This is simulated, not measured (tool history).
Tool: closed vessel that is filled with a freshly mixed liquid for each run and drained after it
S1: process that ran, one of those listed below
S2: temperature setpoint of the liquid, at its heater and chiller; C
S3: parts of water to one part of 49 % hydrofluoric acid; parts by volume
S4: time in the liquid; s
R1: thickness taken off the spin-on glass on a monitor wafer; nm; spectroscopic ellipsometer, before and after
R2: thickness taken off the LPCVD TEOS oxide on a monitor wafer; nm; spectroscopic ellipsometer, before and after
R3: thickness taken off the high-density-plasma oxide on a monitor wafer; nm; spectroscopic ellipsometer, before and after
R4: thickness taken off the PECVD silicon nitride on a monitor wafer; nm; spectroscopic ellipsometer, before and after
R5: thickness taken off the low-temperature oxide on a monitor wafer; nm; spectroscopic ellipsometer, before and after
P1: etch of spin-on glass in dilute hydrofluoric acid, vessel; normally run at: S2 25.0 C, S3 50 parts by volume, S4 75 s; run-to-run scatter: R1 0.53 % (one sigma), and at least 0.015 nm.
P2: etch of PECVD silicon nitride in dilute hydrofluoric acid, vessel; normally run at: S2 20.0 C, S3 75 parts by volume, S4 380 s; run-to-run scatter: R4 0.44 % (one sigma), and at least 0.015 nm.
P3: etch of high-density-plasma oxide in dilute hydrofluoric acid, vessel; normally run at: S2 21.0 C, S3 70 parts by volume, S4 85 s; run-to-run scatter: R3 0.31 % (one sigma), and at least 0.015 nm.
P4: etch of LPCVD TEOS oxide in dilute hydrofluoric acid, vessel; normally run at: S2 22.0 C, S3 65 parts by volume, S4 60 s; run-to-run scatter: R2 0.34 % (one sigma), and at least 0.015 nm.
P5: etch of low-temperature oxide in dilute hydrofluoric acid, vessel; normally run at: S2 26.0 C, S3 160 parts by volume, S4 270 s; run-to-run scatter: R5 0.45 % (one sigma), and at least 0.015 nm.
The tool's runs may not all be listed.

Run 1, hour 15.2: S1 P1, S2 25.0 C, S3 50 parts by volume, S4 75 s. Result: R1 35.573 nm.
Run 2, hour 25.6: S1 P4, S2 22.0 C, S3 90 parts by volume, S4 60 s. Result: R2 10.4250 nm.
Run 3, hour 40.6: S1 P1, S2 25.0 C, S3 25 parts by volume, S4 75 s. Result: R1 73.318 nm.
Run 4, hour 54.4: S1 P1, S2 25.0 C, S3 50 parts by volume, S4 75 s. Result: R1 35.039 nm.
Run 5, hour 62.0: S1 P4, S2 22.0 C, S3 65 parts by volume, S4 60 s. Result: R2 14.8130 nm.
Run 6, hour 73.2: S1 P4, S2 29.0 C, S3 65 parts by volume, S4 60 s. Result: R2 19.6030 nm.
Run 7, hour 85.1: S1 P1, S2 25.0 C, S3 90 parts by volume, S4 75 s. Result: R1 18.455 nm.
Run 8, hour 95.9: S1 P1, S2 25.0 C, S3 50 parts by volume, S4 40 s. Result: R1 18.776 nm.
Run 9, hour 107.0: S1 P1, S2 25.0 C, S3 50 parts by volume, S4 115 s. Result: R1 54.230 nm.
Run 10, hour 114.2: S1 P3, S2 21.0 C, S3 35 parts by volume, S4 85 s. Result: R3 17.1430 nm.
Run 11, hour 127.5: S1 P2, S2 20.0 C, S3 75 parts by volume, S4 595 s. Result: R4 14.7070 nm.
Run 12, hour 138.3: S1 P4, S2 22.0 C, S3 65 parts by volume, S4 30 s. Result: R2 7.4869 nm.
Run 13, hour 148.3: S1 P2, S2 17.0 C, S3 75 parts by volume, S4 380 s. Result: R4 7.6313 nm.
Run 14, hour 164.2: S1 P1, S2 32.0 C, S3 50 parts by volume, S4 75 s. Result: R1 46.534 nm.
Run 15, hour 173.9: S1 P3, S2 29.5 C, S3 70 parts by volume, S4 85 s. Result: R3 11.5430 nm.
Run 16, hour 189.0: S1 P1, S2 21.0 C, S3 50 parts by volume, S4 75 s. Result: R1 30.129 nm.
Run 17, hour 197.6: S1 P3, S2 21.0 C, S3 70 parts by volume, S4 145 s. Result: R3 13.9900 nm.
Run 18, hour 208.6: S1 P4, S2 22.0 C, S3 65 parts by volume, S4 60 s. Result: R2 14.8700 nm.
Run 19, hour 221.4: S1 P1, S2 25.0 C, S3 50 parts by volume, S4 75 s. Result: R1 35.281 nm.
Run 20, hour 234.0: S1 P5, S2 26.0 C, S3 160 parts by volume, S4 430 s. Result: R5 59.518 nm.
Run 21, hour 246.3: S1 P5, S2 26.0 C, S3 160 parts by volume, S4 270 s. Result: R5 37.145 nm.
At hour 257.3: hydrofluoric acid flow meter replaced.
Run 22, hour 259.2: S1 P5, S2 26.0 C, S3 25 parts by volume, S4 270 s. Result: R5 283.810 nm.
Run 23, hour 267.0: S1 P1, S2 29.0 C, S3 30 parts by volume, S4 75 s. Result: R1 70.820 nm.
Run 24, hour 275.0: S1 P2, S2 20.0 C, S3 20 parts by volume, S4 380 s. Result: R4 33.8450 nm.
Run 25, hour 288.6: S1 P3, S2 21.0 C, S3 70 parts by volume, S4 85 s. Result: R3 8.2673 nm.
Run 26, hour 297.0: S1 P2, S2 20.0 C, S3 75 parts by volume, S4 380 s. Result: R4 9.4498 nm.
Run 27, hour 306.4: S1 P1, S2 25.0 C, S3 50 parts by volume, S4 75 s. Result: R1 35.013 nm.
Run 28, hour 319.2: S1 P1, S2 25.0 C, S3 50 parts by volume, S4 75 s. Result: R1 34.925 nm.
Run 29, hour 334.7: S1 P5, S2 31.0 C, S3 160 parts by volume, S4 270 s. Result: R5 44.819 nm.
Run 30, hour 344.4: S1 P1, S2 25.0 C, S3 50 parts by volume, S4 75 s. Result: R1 35.282 nm.
Run 31, hour 360.1: S1 P1, S2 25.0 C, S3 50 parts by volume, S4 75 s. Result: R1 34.285 nm.
Run 32, hour 369.9: S1 P1, S2 25.0 C, S3 50 parts by volume, S4 75 s. Result: R1 33.277 nm.
Run 33, hour 382.0: S1 P1, S2 25.0 C, S3 50 parts by volume, S4 75 s. Result: R1 33.090 nm.
Run 34, hour 392.9: S1 P1, S2 25.0 C, S3 50 parts by volume, S4 75 s. Result: R1 32.451 nm.
Run 35, hour 404.2: S1 P1, S2 25.0 C, S3 50 parts by volume, S4 75 s. Result: R1 32.627 nm.
Run 36, hour 417.0: S1 P1, S2 25.0 C, S3 50 parts by volume, S4 75 s. Result: R1 32.133 nm.
Run 37, hour 430.8: S1 P1, S2 25.0 C, S3 50 parts by volume, S4 75 s. Result: R1 32.281 nm.
Run 38, hour 440.9: S1 P1, S2 25.0 C, S3 50 parts by volume, S4 75 s. Result: R1 31.808 nm.
Run 39, hour 455.0: S1 P1, S2 25.0 C, S3 50 parts by volume, S4 75 s. Result: R1 32.173 nm.
Run 40, hour 467.9: S1 P1, S2 25.0 C, S3 50 parts by volume, S4 75 s. Result: R1 32.174 nm.

What P1 gives has crept away from where it was. These 2 causes fit the log equally well, each at the size given:
A: liquid colder than its thermometer reads (K) = 2.32
B: hydrofluoric acid flow below the setpoint (%) = 8.5
The creep began at about hour 344.4.

4 check runs are offered, one wafer each, their results left as question marks. Which one tells the causes apart?
Run check 1, hour 480.8: S1 P5, S2 26.0 C, S3 35 parts by volume, S4 270 s. Result: R5 ?.
Run check 2, hour 480.8: S1 P4, S2 27.5 C, S3 65 parts by volume, S4 35 s. Result: R2 ?.
Run check 3, hour 480.8: S1 P2, S2 20.0 C, S3 20 parts by volume, S4 570 s. Result: R4 ?.
Run check 4, hour 480.8: S1 P3, S2 29.0 C, S3 70 parts by volume, S4 85 s. Result: R3 ?.

What each check would give under each cause:
  check  result     if A     if B
check 1      R5  182.860  183.340
check 2      R2   9.8739   9.8266
check 3      R4  43.0080  46.6050
check 4      R3  10.3510  10.2770
How far apart the two closest causes lie, in the result that separates them most: check 1 0.27 %; check 2 0.48 %; check 3 8.03 %; check 4 0.72 %
Check 3 tells the causes apart: in the others they would give nearly the same result.

Check 3 was then run and gave: R4 46.6190 nm. Which cause is it?

It is B: hydrofluoric acid flow below the setpoint (%).

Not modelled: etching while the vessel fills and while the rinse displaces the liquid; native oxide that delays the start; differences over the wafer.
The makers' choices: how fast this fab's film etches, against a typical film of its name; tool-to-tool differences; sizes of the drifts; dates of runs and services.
